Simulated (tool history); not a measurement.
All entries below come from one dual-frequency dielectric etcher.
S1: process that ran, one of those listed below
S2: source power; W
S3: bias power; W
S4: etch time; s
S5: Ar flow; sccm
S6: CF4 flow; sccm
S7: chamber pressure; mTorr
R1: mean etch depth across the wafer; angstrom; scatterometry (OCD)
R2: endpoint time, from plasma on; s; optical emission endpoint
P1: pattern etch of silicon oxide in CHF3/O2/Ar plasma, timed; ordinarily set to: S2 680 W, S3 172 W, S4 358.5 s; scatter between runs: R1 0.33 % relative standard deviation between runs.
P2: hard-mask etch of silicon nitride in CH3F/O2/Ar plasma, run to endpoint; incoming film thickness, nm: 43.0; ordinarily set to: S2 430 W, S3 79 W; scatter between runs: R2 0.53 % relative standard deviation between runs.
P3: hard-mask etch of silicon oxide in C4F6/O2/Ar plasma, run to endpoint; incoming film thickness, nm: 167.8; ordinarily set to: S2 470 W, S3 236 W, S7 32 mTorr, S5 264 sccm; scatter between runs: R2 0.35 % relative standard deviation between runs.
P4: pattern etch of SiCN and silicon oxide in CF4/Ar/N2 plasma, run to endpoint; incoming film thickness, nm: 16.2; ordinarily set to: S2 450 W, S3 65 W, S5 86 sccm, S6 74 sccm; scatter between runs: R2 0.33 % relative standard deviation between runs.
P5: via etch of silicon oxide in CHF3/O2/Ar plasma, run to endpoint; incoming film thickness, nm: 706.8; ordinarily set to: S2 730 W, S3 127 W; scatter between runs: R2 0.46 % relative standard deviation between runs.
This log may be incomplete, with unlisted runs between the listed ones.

{"run": 1, "day": 0.496, "S1": "P1", "S2": 680, "S3": 172, "S4": 358.5, "R1": 7256}
{"run": 2, "day": 1.008, "S1": "P1", "S2": 680, "S3": 172, "S4": 358.5, "R1": 7277.4}
{"run": 3, "day": 1.362, "S1": "P4", "S2": 450, "S3": 65, "S5": 86, "S6": 55, "R2": 20.092}
{"run": 4, "day": 1.738, "S1": "P1", "S2": 680, "S3": 172, "S4": 358.5, "R1": 7226.2}
{"run": 5, "day": 2.217, "S1": "P5", "S2": 730, "S3": 178, "R2": 338.03}
{"run": 6, "day": 2.504, "S1": "P1", "S2": 680, "S3": 121, "S4": 358.5, "R1": 6465.9}
{"run": 7, "day": 2.908, "S1": "P5", "S2": 730, "S3": 127, "R2": 382.07}
{"run": 8, "day": 3.138, "S1": "P3", "S2": 470, "S3": 236, "S5": 264, "S7": 41.5, "R2": 46.511}
{"run": 9, "day": 3.408, "S1": "P5", "S2": 480, "S3": 127, "R2": 447.8}
{"run": 10, "day": 3.85, "S1": "P1", "S2": 430, "S3": 172, "S4": 358.5, "R1": 6067.2}
{"run": 11, "day": 4.217, "S1": "P4", "S2": 450, "S3": 65, "S5": 50, "S6": 74, "R2": 18.027}
{"run": 12, "day": 4.508, "S1": "P2", "S2": 430, "S3": 79, "R2": 58.686}
{"run": 13, "day": 5.0, "S1": "P5", "S2": 730, "S3": 127, "R2": 381.88}
{"run": 14, "day": 5.254, "S1": "P1", "S2": 680, "S3": 172, "S4": 197, "R1": 3975.1}
{"run": 15, "day": 5.721, "S1": "P1", "S2": 680, "S3": 172, "S4": 520, "R1": 10510}
{"run": 16, "day": 5.946, "S1": "P1", "S2": 680, "S3": 230, "S4": 358.5, "R1": 7988.8}
{"run": 17, "day": 6.325, "S1": "P1", "S2": 830, "S3": 172, "S4": 277, "R1": 6026.3}
{"run": 18, "day": 6.675, "S1": "P4", "S2": 450, "S3": 65, "S5": 86, "S6": 74, "R2": 19.215}
{"run": 19, "day": 6.9, "S1": "P3", "S2": 470, "S3": 287, "S5": 264, "S7": 32, "R2": 42.319}
{"run": 20, "day": 7.304, "S1": "P1", "S2": 890, "S3": 228, "S4": 358.5, "R1": 8805.8}
{"run": 21, "day": 7.588, "S1": "P1", "S2": 680, "S3": 172, "S4": 358.5, "R1": 7193.7}
{"run": 22, "day": 8.108, "S1": "P3", "S2": 470, "S3": 236, "S5": 264, "S7": 32, "R2": 45.19}
{"run": 23, "day": 8.388, "S1": "P2", "S2": 580, "S3": 79, "R2": 52.799}
{"run": 24, "day": 8.754, "S1": "P1", "S2": 840, "S3": 172, "S4": 358.5, "R1": 7897.9}
{"run": 25, "day": 9.029, "S1": "P2", "S2": 430, "S3": 79, "R2": 58.173}
{"run": 26, "day": 9.329, "S1": "P1", "S2": 680, "S3": 172, "S4": 358.5, "R1": 7229.7}
{"run": 27, "day": 9.717, "S1": "P3", "S2": 470, "S3": 236, "S5": 349, "S7": 32, "R2": 46.436}
{"run": 28, "day": 9.946, "S1": "P2", "S2": 430, "S3": 58, "R2": 64.929}
{"run": 29, "day": 10.183, "S1": "P3", "S2": 470, "S3": 236, "S5": 264, "S7": 32, "R2": 45.264}
{"run": 30, "day": 10.617, "S1": "P4", "S2": 450, "S3": 47, "S5": 86, "S6": 74, "R2": 21.298}
{"run": 31, "day": 11.067, "S1": "P4", "S2": 320, "S3": 65, "S5": 86, "S6": 74, "R2": 26.019}
{"run": 32, "day": 11.342, "S1": "P1", "S2": 550, "S3": 228, "S4": 358.5, "R1": 7322.9}
{"run": 33, "day": 11.783, "S1": "P3", "S2": 370, "S3": 236, "S5": 264, "S7": 32, "R2": 49.311}
{"run": 34, "day": 12.067, "S1": "P4", "S2": 450, "S3": 65, "S5": 86, "S6": 74, "R2": 19.272}
{"run": 35, "day": 12.538, "S1": "P1", "S2": 680, "S3": 172, "S4": 358.5, "R1": 7209}
{"run": 36, "day": 12.892, "S1": "P1", "S2": 680, "S3": 172, "S4": 358.5, "R1": 7195.4}
{"run": 37, "day": 13.204, "S1": "P1", "S2": 680, "S3": 172, "S4": 358.5, "R1": 7138.4}
{"run": 38, "day": 13.488, "S1": "P1", "S2": 680, "S3": 172, "S4": 358.5, "R1": 7132.5}
{"run": 39, "day": 13.946, "S1": "P1", "S2": 680, "S3": 172, "S4": 358.5, "R1": 7100.1}
{"run": 40, "day": 14.183, "S1": "P1", "S2": 680, "S3": 172, "S4": 358.5, "R1": 7115.1}
{"run": 41, "day": 14.533, "S1": "P1", "S2": 680, "S3": 172, "S4": 358.5, "R1": 7140.2}
{"day": 14.692, "done": "wet clean of the chamber"}
{"run": 42, "day": 14.875, "S1": "P1", "S2": 680, "S3": 172, "S4": 358.5, "R1": 7145.7}
{"run": 43, "day": 15.342, "S1": "P1", "S2": 680, "S3": 172, "S4": 358.5, "R1": 7108.9}
{"run": 44, "day": 15.721, "S1": "P1", "S2": 680, "S3": 172, "S4": 358.5, "R1": 7094.3}
{"run": 45, "day": 15.996, "S1": "P1", "S2": 680, "S3": 172, "S4": 358.5, "R1": 7097.5}

Something has made what P1 gives creep away from where it was; the 2 causes below, each at its own stated size, fit the log equally well:
A: bias power that arrives under what is set, % = 4.84
B: source power that arrives under what is set, % = 4.15
The process output started creeping at around day 12.538.
What rules out each remaining cause:
chamber walls in a state that lowers the etch rate, %: serviced at day 14.692, which brought nothing back

4 check runs are offered, each on 2 wafers whose results are averaged, their results left as question marks. Which one tells the causes apart?
{"run": "check 1", "day": 16.271, "S1": "P3", "S2": 470, "S3": 236, "S5": 348, "S7": 32, "R2": "?"}
{"run": "check 2", "day": 16.271, "S1": "P4", "S2": 450, "S3": 65, "S5": 86, "S6": 57, "R2": "?"}
{"run": "check 3", "day": 16.271, "S1": "P2", "S2": 430, "S3": 64, "R2": "?"}
{"run": "check 4", "day": 16.271, "S1": "P5", "S2": 580, "S3": 176, "R2": "?"}

Check results expected under each cause:
check=check_1 result=R2 if_A=47.3 if_B=47.299
check=check_2 result=R2 if_A=20.336 if_B=20.769
check=check_3 result=R2 if_A=63.964 if_B=63.956
check=check_4 result=R2 if_A=379.34 if_B=379.21
Per-check spread between the two closest causes, in the result where they differ most: check 1 0 %; check 2 2.1 %; check 3 0.01 %; check 4 0.03 %
Check 2 is the one run that separates the causes; every other check would come out nearly the same whichever cause is at work.

Check 2 was carried out, with these results: R2 20.388 s. Which of the listed causes is responsible?

It is A: bias power that arrives under what is set, %.
